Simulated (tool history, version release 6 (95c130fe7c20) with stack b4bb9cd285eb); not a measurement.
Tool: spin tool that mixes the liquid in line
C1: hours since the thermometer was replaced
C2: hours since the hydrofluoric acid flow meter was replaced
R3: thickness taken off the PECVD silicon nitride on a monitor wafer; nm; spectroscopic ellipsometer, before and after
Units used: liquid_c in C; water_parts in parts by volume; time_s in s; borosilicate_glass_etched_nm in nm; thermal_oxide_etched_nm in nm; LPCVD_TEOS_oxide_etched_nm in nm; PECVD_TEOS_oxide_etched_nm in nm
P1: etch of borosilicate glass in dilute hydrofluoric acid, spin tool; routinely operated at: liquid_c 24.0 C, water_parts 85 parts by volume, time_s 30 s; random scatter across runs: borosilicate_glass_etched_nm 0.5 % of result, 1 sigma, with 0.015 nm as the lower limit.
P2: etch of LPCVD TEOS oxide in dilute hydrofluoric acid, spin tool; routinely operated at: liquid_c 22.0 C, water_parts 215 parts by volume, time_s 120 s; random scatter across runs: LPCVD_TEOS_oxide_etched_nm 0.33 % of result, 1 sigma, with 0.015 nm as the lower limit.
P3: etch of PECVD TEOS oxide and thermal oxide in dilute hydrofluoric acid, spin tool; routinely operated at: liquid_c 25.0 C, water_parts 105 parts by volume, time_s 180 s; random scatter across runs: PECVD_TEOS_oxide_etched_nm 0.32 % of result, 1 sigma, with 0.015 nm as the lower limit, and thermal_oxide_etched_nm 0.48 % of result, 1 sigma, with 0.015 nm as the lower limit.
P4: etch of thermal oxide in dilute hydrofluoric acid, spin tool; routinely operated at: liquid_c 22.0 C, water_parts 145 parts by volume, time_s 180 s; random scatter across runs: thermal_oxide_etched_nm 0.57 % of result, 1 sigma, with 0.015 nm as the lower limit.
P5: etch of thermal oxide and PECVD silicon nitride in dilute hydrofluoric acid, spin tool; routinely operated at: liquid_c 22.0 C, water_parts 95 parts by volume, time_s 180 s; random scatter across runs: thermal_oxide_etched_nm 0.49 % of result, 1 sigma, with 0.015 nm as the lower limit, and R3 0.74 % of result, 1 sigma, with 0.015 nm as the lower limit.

Run 1, day 0.117: process P1, liquid_c 24.0 C, water_parts 85 parts by volume, time_s 30 s; C1 1047.0; C2 153.7. Result: borosilicate_glass_etched_nm 6.7117 nm.
Run 2, day 0.275: process P4, liquid_c 17.5 C, water_parts 145 parts by volume, time_s 180 s; C1 1050.8; C2 157.5. Result: thermal_oxide_etched_nm 4.3230 nm.
Run 3, day 0.404: process P5, liquid_c 22.0 C, water_parts 95 parts by volume, time_s 180 s; C1 1053.9; C2 160.6. Result: thermal_oxide_etched_nm 9.2520 nm, R3 2.8793 nm.
Run 4, day 0.546: process P2, liquid_c 17.0 C, water_parts 215 parts by volume, time_s 120 s; C1 1057.3; C2 164.0. Result: LPCVD_TEOS_oxide_etched_nm 11.487 nm.
Run 5, day 0.662: process P1, liquid_c 24.0 C, water_parts 85 parts by volume, time_s 30 s; C1 1060.1; C2 166.8. Result: borosilicate_glass_etched_nm 6.7305 nm.
Run 6, day 0.883: process P3, liquid_c 25.0 C, water_parts 105 parts by volume, time_s 180 s; C1 1065.4; C2 172.1. Result: thermal_oxide_etched_nm 8.5024 nm, PECVD_TEOS_oxide_etched_nm 32.982 nm.
Run 7, day 1.042: process P1, liquid_c 24.0 C, water_parts 85 parts by volume, time_s 15 s; C1 1069.2; C2 175.9. Result: borosilicate_glass_etched_nm 3.3805 nm.
Run 8, day 1.196: process P2, liquid_c 22.0 C, water_parts 215 parts by volume, time_s 120 s; C1 1072.9; C2 179.6. Result: LPCVD_TEOS_oxide_etched_nm 13.929 nm.
Run 9, day 1.325: process P5, liquid_c 22.0 C, water_parts 95 parts by volume, time_s 360 s; C1 1076.0; C2 182.7. Result: thermal_oxide_etched_nm 18.4030 nm, R3 5.7318 nm.
Run 10, day 1.496: process P1, liquid_c 24.0 C, water_parts 85 parts by volume, time_s 30 s; C1 1080.1; C2 186.8. Result: borosilicate_glass_etched_nm 6.6708 nm.
Run 11, day 1.667: process P5, liquid_c 22.0 C, water_parts 20 parts by volume, time_s 180 s; C1 1084.2; C2 190.9. Result: thermal_oxide_etched_nm 48.0800 nm, R3 12.9800 nm.
Run 12, day 1.908: process P1, liquid_c 24.0 C, water_parts 85 parts by volume, time_s 30 s; C1 1090.0; C2 196.7. Result: borosilicate_glass_etched_nm 6.7008 nm.
Run 13, day 2.054: process P4, liquid_c 22.0 C, water_parts 145 parts by volume, time_s 75 s; C1 1093.5; C2 200.2. Result: thermal_oxide_etched_nm 2.1745 nm.
Run 14, day 2.208: process P3, liquid_c 25.0 C, water_parts 105 parts by volume, time_s 180 s; C1 1097.2; C2 203.9. Result: thermal_oxide_etched_nm 8.4783 nm, PECVD_TEOS_oxide_etched_nm 32.919 nm.
Run 15, day 2.400: process P4, liquid_c 22.0 C, water_parts 50 parts by volume, time_s 180 s; C1 1101.8; C2 208.5. Result: thermal_oxide_etched_nm 16.8520 nm.
At day 2.483: thermometer replaced.
Run 16, day 2.638: process P3, liquid_c 25.0 C, water_parts 35 parts by volume, time_s 180 s; C1 3.7; C2 214.2. Result: thermal_oxide_etched_nm 27.7540 nm, PECVD_TEOS_oxide_etched_nm 108.810 nm.
Run 17, day 2.754: process P4, liquid_c 22.0 C, water_parts 145 parts by volume, time_s 180 s; C1 6.5; C2 217.0. Result: thermal_oxide_etched_nm 5.2228 nm.
Run 18, day 2.867: process P3, liquid_c 33.5 C, water_parts 105 parts by volume, time_s 180 s; C1 9.2; C2 219.7. Result: thermal_oxide_etched_nm 11.6680 nm, PECVD_TEOS_oxide_etched_nm 45.332 nm.
Run 19, day 3.000: process P2, liquid_c 22.0 C, water_parts 215 parts by volume, time_s 120 s; C1 12.4; C2 222.9. Result: LPCVD_TEOS_oxide_etched_nm 13.980 nm.
Run 20, day 3.171: process P1, liquid_c 32.5 C, water_parts 85 parts by volume, time_s 30 s; C1 16.5; C2 227.0. Result: borosilicate_glass_etched_nm 9.2432 nm.
Run 21, day 3.367: process P1, liquid_c 24.0 C, water_parts 55 parts by volume, time_s 30 s; C1 21.2; C2 231.7. Result: borosilicate_glass_etched_nm 10.7240 nm.
At day 3.521: hydrofluoric acid flow meter replaced.
Run 22, day 3.600: process P2, liquid_c 22.0 C, water_parts 75 parts by volume, time_s 120 s; C1 26.8; C2 2.0. Result: LPCVD_TEOS_oxide_etched_nm 46.369 nm.
Run 23, day 3.738: process P1, liquid_c 18.0 C, water_parts 85 parts by volume, time_s 30 s; C1 30.1; C2 5.3. Result: borosilicate_glass_etched_nm 5.1665 nm.
Run 24, day 3.975: process P5, liquid_c 26.0 C, water_parts 95 parts by volume, time_s 180 s; C1 35.8; C2 11.0. Result: thermal_oxide_etched_nm 10.7520 nm, R3 3.7293 nm.
Run 25, day 4.125: process P1, liquid_c 24.0 C, water_parts 85 parts by volume, time_s 30 s; C1 39.4; C2 14.6. Result: borosilicate_glass_etched_nm 6.6014 nm.
Run 26, day 4.367: process P5, liquid_c 22.0 C, water_parts 95 parts by volume, time_s 180 s; C1 45.2; C2 20.4. Result: thermal_oxide_etched_nm 9.1884 nm, R3 2.8607 nm.
Run 27, day 4.571: process P1, liquid_c 24.0 C, water_parts 85 parts by volume, time_s 30 s; C1 50.1; C2 25.3. Result: borosilicate_glass_etched_nm 6.6670 nm.
Run 28, day 4.742: process P4, liquid_c 22.0 C, water_parts 145 parts by volume, time_s 180 s; C1 54.2; C2 29.4. Result: thermal_oxide_etched_nm 5.1689 nm.
Run 29, day 4.971: process P2, liquid_c 22.0 C, water_parts 215 parts by volume, time_s 235 s; C1 59.7; C2 34.9. Result: LPCVD_TEOS_oxide_etched_nm 27.213 nm.
Run 30, day 5.179: process P1, liquid_c 24.0 C, water_parts 85 parts by volume, time_s 50 s; C1 64.7; C2 39.9. Result: borosilicate_glass_etched_nm 11.1280 nm.
Run 31, day 5.362: process P1, liquid_c 24.0 C, water_parts 85 parts by volume, time_s 30 s; C1 69.1; C2 44.3. Result: borosilicate_glass_etched_nm 6.6406 nm.
Run 32, day 5.592: process P1, liquid_c 17.0 C, water_parts 85 parts by volume, time_s 45 s; C1 74.6; C2 49.8. Result: borosilicate_glass_etched_nm 7.4852 nm.
Run 33, day 5.792: process P3, liquid_c 25.0 C, water_parts 105 parts by volume, time_s 85 s; C1 79.4; C2 54.6. Result: thermal_oxide_etched_nm 4.0131 nm, PECVD_TEOS_oxide_etched_nm 15.559 nm.
Run 34, day 5.979: process P1, liquid_c 24.0 C, water_parts 115 parts by volume, time_s 30 s; C1 83.9; C2 59.1. Result: borosilicate_glass_etched_nm 4.7610 nm.
Run 35, day 6.112: process P1, liquid_c 24.0 C, water_parts 85 parts by volume, time_s 30 s; C1 87.1; C2 62.3. Result: borosilicate_glass_etched_nm 6.6771 nm.
Run 36, day 6.312: process P1, liquid_c 24.0 C, water_parts 85 parts by volume, time_s 30 s; C1 91.9; C2 67.1. Result: borosilicate_glass_etched_nm 6.3807 nm.
Run 37, day 6.542: process P1, liquid_c 24.0 C, water_parts 85 parts by volume, time_s 30 s; C1 97.4; C2 72.6. Result: borosilicate_glass_etched_nm 6.1867 nm.
Run 38, day 6.658: process P1, liquid_c 24.0 C, water_parts 85 parts by volume, time_s 30 s; C1 100.2; C2 75.4. Result: borosilicate_glass_etched_nm 6.1897 nm.
Run 39, day 6.842: process P1, liquid_c 24.0 C, water_parts 85 parts by volume, time_s 30 s; C1 104.6; C2 79.8. Result: borosilicate_glass_etched_nm 6.0752 nm.
Run 40, day 7.067: process P1, liquid_c 24.0 C, water_parts 85 parts by volume, time_s 30 s; C1 110.0; C2 85.2. Result: borosilicate_glass_etched_nm 6.0446 nm.
Run 41, day 7.229: process P1, liquid_c 24.0 C, water_parts 85 parts by volume, time_s 30 s; C1 113.9; C2 89.1. Result: borosilicate_glass_etched_nm 6.0183 nm.
Run 42, day 7.433: process P1, liquid_c 24.0 C, water_parts 85 parts by volume, time_s 30 s; C1 118.8; C2 94.0. Result: borosilicate_glass_etched_nm 6.0550 nm.

What P1 gives has crept away from where it was. These 2 causes fit the log equally well, each at the size given:
A: liquid colder than its thermometer reads (K) = 2.37
B: hydrofluoric acid flow below the setpoint (%) = 8.25
Creep in the process output first set in at about day 6.112.

4 check runs are offered, one wafer each, their results left as question marks. Which one tells the causes apart?
Run check 1, day 7.638: process P3, liquid_c 30.5 C, water_parts 60 parts by volume, time_s 180 s. Result: thermal_oxide_etched_nm ?, PECVD_TEOS_oxide_etched_nm ?.
Run check 2, day 7.638: process P2, liquid_c 22.0 C, water_parts 75 parts by volume, time_s 225 s. Result: LPCVD_TEOS_oxide_etched_nm ?.
Run check 3, day 7.638: process P4, liquid_c 22.0 C, water_parts 55 parts by volume, time_s 180 s. Result: thermal_oxide_etched_nm ?.
Run check 4, day 7.638: process P5, liquid_c 22.0 C, water_parts 30 parts by volume, time_s 180 s. Result: thermal_oxide_etched_nm ?, R3 ?.

Expected result of each check under each candidate cause:
  check                      result     if A     if B
check 1     thermal_oxide_etched_nm  17.8790  17.8470
check 1  PECVD_TEOS_oxide_etched_nm   69.176   69.054
check 2  LPCVD_TEOS_oxide_etched_nm   78.945   79.266
check 3     thermal_oxide_etched_nm  13.7460  13.8470
check 4     thermal_oxide_etched_nm  28.5490  28.8910
check 4                          R3   7.4515   8.0879
Separation of the two closest causes in each check, using whichever result separates them best: check 1 0.18 %; check 2 0.41 %; check 3 0.73 %; check 4 8.2 %
Of the check runs offered, only check 4 discriminates between the causes; the rest would read about the same regardless of which cause applies.

After running check 4, the following was obtained: thermal_oxide_etched_nm 28.8770 nm; R3 8.0210 nm. Which cause does this point to?

The correct cause is B, namely: hydrofluoric acid flow below the setpoint (%).
